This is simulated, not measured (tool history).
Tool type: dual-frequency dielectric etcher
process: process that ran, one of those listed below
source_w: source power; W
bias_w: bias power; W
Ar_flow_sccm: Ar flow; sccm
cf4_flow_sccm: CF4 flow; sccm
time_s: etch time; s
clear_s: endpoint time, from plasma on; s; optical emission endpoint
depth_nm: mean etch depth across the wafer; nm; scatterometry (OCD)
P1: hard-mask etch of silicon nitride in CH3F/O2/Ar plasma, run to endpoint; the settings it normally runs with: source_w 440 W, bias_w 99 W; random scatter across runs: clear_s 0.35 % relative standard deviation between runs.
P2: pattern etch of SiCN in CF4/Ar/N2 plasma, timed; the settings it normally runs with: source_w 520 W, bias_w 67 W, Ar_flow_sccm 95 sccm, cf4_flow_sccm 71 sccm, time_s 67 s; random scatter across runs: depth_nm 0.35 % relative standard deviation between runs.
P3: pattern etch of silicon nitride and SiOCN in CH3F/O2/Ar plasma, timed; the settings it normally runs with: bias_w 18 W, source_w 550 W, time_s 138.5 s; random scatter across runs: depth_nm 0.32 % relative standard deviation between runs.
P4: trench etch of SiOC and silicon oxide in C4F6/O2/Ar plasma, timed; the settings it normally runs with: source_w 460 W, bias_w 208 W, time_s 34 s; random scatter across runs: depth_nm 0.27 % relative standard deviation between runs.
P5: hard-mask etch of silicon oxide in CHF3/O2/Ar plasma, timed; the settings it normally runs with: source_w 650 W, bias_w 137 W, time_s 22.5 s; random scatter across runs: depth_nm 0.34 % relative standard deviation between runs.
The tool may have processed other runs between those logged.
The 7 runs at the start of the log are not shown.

run	hour	process	source_w	bias_w	Ar_flow_sccm	cf4_flow_sccm	time_s	clear_s	depth_nm
8	119.1	P5	650	137			33		62.225
9	127.8	P5	650	105			22.5		38.878
10	137.8	P1	340	66				59.267	
11	154.2	P1	440	99				46.598	
12	169	P1	440	72				52.721	
13	185.2	P4	370	208			34		69.776
14	199	P2	520	67	95	71	67		64.231
15	208.3	P1	320	99				52.846	
16	220.3	P3	550	22			138.5		20.448
17	236.2	P2	520	67	130	71	67		61.631
18	252.6	P1	300	125				49.08	
19	260.4	P2	680	67	95	71	67		81.358
20	276.2	P1	440	99				46.913	
21	287	P4	460	208			49.5		111.11
22	302	P3	550	18			138.5		18.808

What will run 23 give?
23	312.8	P1	440	120				?	

{"run 23": {"clear_s": 43.8}}
